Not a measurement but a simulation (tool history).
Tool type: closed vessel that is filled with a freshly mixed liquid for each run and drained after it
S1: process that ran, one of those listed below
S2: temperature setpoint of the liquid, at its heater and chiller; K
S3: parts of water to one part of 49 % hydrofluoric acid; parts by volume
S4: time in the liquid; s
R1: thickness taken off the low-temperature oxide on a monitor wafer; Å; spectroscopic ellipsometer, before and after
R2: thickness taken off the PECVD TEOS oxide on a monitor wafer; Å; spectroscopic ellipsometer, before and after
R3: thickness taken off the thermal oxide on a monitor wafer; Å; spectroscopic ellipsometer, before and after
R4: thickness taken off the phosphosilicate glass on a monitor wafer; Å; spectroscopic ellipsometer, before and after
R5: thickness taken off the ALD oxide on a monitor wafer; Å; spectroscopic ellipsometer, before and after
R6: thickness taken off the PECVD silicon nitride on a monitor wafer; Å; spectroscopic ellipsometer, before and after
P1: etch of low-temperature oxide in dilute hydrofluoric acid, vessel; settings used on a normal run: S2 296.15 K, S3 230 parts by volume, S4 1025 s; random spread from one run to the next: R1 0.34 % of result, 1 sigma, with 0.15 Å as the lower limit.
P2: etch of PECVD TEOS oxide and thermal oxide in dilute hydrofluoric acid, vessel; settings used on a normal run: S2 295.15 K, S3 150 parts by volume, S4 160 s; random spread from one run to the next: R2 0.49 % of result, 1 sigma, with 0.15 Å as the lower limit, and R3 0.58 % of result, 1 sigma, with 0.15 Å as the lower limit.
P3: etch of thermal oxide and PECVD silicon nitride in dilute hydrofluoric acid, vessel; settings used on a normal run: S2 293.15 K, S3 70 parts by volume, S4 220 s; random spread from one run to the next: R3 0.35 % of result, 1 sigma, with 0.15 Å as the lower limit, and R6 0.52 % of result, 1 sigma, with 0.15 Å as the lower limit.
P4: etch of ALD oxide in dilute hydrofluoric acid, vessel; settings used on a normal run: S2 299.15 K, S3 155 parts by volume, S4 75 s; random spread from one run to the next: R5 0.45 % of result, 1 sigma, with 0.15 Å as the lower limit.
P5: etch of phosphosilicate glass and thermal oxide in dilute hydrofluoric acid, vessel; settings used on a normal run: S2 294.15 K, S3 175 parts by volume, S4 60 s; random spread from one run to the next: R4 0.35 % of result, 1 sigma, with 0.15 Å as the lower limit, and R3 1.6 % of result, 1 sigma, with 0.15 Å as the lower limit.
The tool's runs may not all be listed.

Run 1, hour 8.1: S1 P1, S2 296.15 K, S3 230 parts by volume, S4 1025 s. Result: R1 439.9 Å.
Run 2, hour 21.6: S1 P2, S2 295.15 K, S3 50 parts by volume, S4 160 s. Result: R2 585.44 Å, R3 151.19 Å.
Run 3, hour 37.6: S1 P5, S2 290.15 K, S3 175 parts by volume, S4 60 s. Result: R3 11.004 Å, R4 240.41 Å.
Run 4, hour 49.1: S1 P2, S2 295.15 K, S3 150 parts by volume, S4 230 s. Result: R2 246.86 Å, R3 65.314 Å.
Run 5, hour 59.1: S1 P1, S2 296.15 K, S3 230 parts by volume, S4 1025 s. Result: R1 439.39 Å.
Run 6, hour 68.2: S1 P1, S2 296.15 K, S3 230 parts by volume, S4 1025 s. Result: R1 439.91 Å.
Run 7, hour 84.7: S1 P1, S2 296.15 K, S3 230 parts by volume, S4 560 s. Result: R1 240.63 Å.
Run 8, hour 99.1: S1 P4, S2 295.15 K, S3 155 parts by volume, S4 75 s. Result: R5 67.751 Å.
Run 9, hour 115.4: S1 P1, S2 296.15 K, S3 230 parts by volume, S4 1025 s. Result: R1 443.04 Å.
Run 10, hour 132.5: S1 P1, S2 296.15 K, S3 395 parts by volume, S4 1490 s. Result: R1 318 Å.
Run 11, hour 146.5: S1 P1, S2 296.15 K, S3 230 parts by volume, S4 1025 s. Result: R1 441.52 Å.
Run 12, hour 157: S1 P3, S2 293.15 K, S3 70 parts by volume, S4 425 s. Result: R3 262.37 Å, R6 206.81 Å.
Run 13, hour 169.5: S1 P4, S2 299.15 K, S3 155 parts by volume, S4 75 s. Result: R5 78.938 Å.
Run 14, hour 183: S1 P3, S2 293.15 K, S3 95 parts by volume, S4 220 s. Result: R3 97.393 Å, R6 78.863 Å.
Run 15, hour 200.4: S1 P5, S2 294.15 K, S3 175 parts by volume, S4 60 s. Result: R3 13.524 Å, R4 280.74 Å.
Run 16, hour 218.4: S1 P1, S2 304.15 K, S3 230 parts by volume, S4 1025 s. Result: R1 583.47 Å.
Run 17, hour 232.5: S1 P5, S2 294.15 K, S3 175 parts by volume, S4 60 s. Result: R3 13.301 Å, R4 282.5 Å.
Run 18, hour 247.2: S1 P1, S2 296.15 K, S3 85 parts by volume, S4 1025 s. Result: R1 1397.6 Å.
Run 19, hour 265.9: S1 P3, S2 293.15 K, S3 70 parts by volume, S4 220 s. Result: R3 136.56 Å, R6 107.75 Å.
Run 20, hour 283.9: S1 P1, S2 296.15 K, S3 230 parts by volume, S4 1750 s. Result: R1 751.85 Å.
Run 21, hour 292.8: S1 P5, S2 294.15 K, S3 175 parts by volume, S4 110 s. Result: R3 24.957 Å, R4 514.82 Å.
Run 22, hour 304.8: S1 P4, S2 299.15 K, S3 260 parts by volume, S4 75 s. Result: R5 42.336 Å.
Run 23, hour 313.3: S1 P4, S2 299.15 K, S3 155 parts by volume, S4 75 s. Result: R5 78.989 Å.
Run 24, hour 323.3: S1 P1, S2 296.15 K, S3 375 parts by volume, S4 1025 s. Result: R1 235.14 Å.
Run 25, hour 340.9: S1 P5, S2 294.15 K, S3 30 parts by volume, S4 60 s. Result: R3 92.999 Å, R4 1929.6 Å.
Run 26, hour 353.5: S1 P1, S2 291.15 K, S3 230 parts by volume, S4 1025 s. Result: R1 362.59 Å.
Run 27, hour 366.3: S1 P3, S2 290.15 K, S3 70 parts by volume, S4 220 s. Result: R3 120.57 Å, R6 86.871 Å.
Run 28, hour 379.1: S1 P3, S2 293.15 K, S3 70 parts by volume, S4 220 s. Result: R3 135.9 Å, R6 107.12 Å.
Run 29, hour 387.1: S1 P2, S2 295.15 K, S3 150 parts by volume, S4 160 s. Result: R2 172.68 Å, R3 45.335 Å.
Run 30, hour 396.4: S1 P1, S2 296.15 K, S3 230 parts by volume, S4 1025 s. Result: R1 436.98 Å.
Run 31, hour 405.5: S1 P2, S2 301.15 K, S3 150 parts by volume, S4 160 s. Result: R2 215.74 Å, R3 56.734 Å.
Run 32, hour 418.7: S1 P4, S2 299.15 K, S3 155 parts by volume, S4 120 s. Result: R5 127.58 Å.
Run 33, hour 434.1: S1 P1, S2 296.15 K, S3 230 parts by volume, S4 1025 s. Result: R1 436.07 Å.
Run 34, hour 450.1: S1 P1, S2 296.15 K, S3 230 parts by volume, S4 1025 s. Result: R1 425.25 Å.
Run 35, hour 465.3: S1 P1, S2 296.15 K, S3 230 parts by volume, S4 1025 s. Result: R1 414.99 Å.
Run 36, hour 477.6: S1 P1, S2 296.15 K, S3 230 parts by volume, S4 1025 s. Result: R1 412.28 Å.
Run 37, hour 486.9: S1 P1, S2 296.15 K, S3 230 parts by volume, S4 1025 s. Result: R1 411.07 Å.
Run 38, hour 503.1: S1 P1, S2 296.15 K, S3 230 parts by volume, S4 1025 s. Result: R1 410.25 Å.

What will run 39 give?
Run 39, hour 520.5: S1 P1, S2 296.15 K, S3 230 parts by volume, S4 1025 s. Result: R1 ?.

R1: 408.15 Å
